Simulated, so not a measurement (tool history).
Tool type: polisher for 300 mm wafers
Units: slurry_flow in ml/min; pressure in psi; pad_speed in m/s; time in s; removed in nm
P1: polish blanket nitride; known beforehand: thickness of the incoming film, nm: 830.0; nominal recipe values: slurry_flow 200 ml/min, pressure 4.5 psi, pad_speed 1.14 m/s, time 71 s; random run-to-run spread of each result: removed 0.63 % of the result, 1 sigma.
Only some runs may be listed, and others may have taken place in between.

run,day,slurry_flow,pressure,pad_speed,time,removed
1,0.383,200,4.5,1.14,71,166.100
2,0.579,200,4.5,1.14,111,260.250
3,0.808,120,4.5,1.14,71,153.510
4,1.221,200,6.4,1.14,71,239.470
5,1.546,200,4.5,1.14,71,167.460
6,1.771,200,4.5,1.14,71,168.240
# day 1.908: head pressure recalibrated
7,2.000,305,4.5,0.84,71,136.660
8,2.408,200,4.5,1.14,71,166.650
9,2.662,200,4.5,1.54,90,268.620
10,2.958,200,4.5,1.14,71,165.460
11,3.225,200,4.5,1.14,71,167.500
12,3.533,200,4.5,1.14,32,74.570
13,3.767,280,4.5,1.14,71,174.200
14,4.050,200,4.5,1.14,71,167.940
15,4.317,200,4.5,0.52,71,88.814
16,4.496,200,2.2,1.14,71,81.273
17,4.729,200,4.5,1.74,71,232.510
18,5.142,200,4.5,1.14,71,166.040
19,5.517,200,4.5,1.14,71,160.270
20,5.704,200,4.5,1.14,71,158.440
21,6.083,200,4.5,1.14,71,157.880
22,6.417,200,4.5,1.14,71,157.700
# day 6.612: worn pad replaced by a new one
23,6.658,200,4.5,1.14,71,155.690
24,7.054,200,4.5,1.14,71,155.080
25,7.238,200,4.5,1.14,71,154.670
26,7.538,200,4.5,1.14,71,155.840

What P1 gives has crept off from where it sat before. The 2 causes that follow fit the log equally well, each at the size noted:
A: head's pressure below its setpoint, % = 6.63
B: slurry flow missing at the pad, % = 34.7
The onset of the drift is placed at about day 5.142.
Excluded causes, each with its reason:
removal rate lost through wear of the pad, %: was serviced at day 6.612, once the creep was under way, yet the earlier output never came back

Which of the check runs below tells the causes apart, meaning the causes would give it clearly different results? Each run uses 2 wafers whose results are averaged, and each result is shown as a question mark.
check 1,7.838,200,2.5,1.14,109,?
check 2,7.838,125,4.5,0.54,71,?
check 3,7.838,200,4.5,1.68,36,?
check 4,7.838,200,2.4,1.14,53,?

Outcome of each check run for each possible cause:
check,result,if A,if B
check 1,removed,132.560,132.560
check 2,removed,79.129,76.301
check 3,removed,107.470,107.470
check 4,removed,61.878,61.878
Separation of the two closest causes in each check, using whichever result separates them best: check 1 0 %; check 2 3.64 %; check 3 0 %; check 4 0 %
The other checks would show nearly matching results whichever cause is true, so check 2 is the only one that separates the causes.

With check 2 done, the readings were: removed 79.564 nm. Identify which of the listed causes applies.

A is the cause: head's pressure below its setpoint, %.
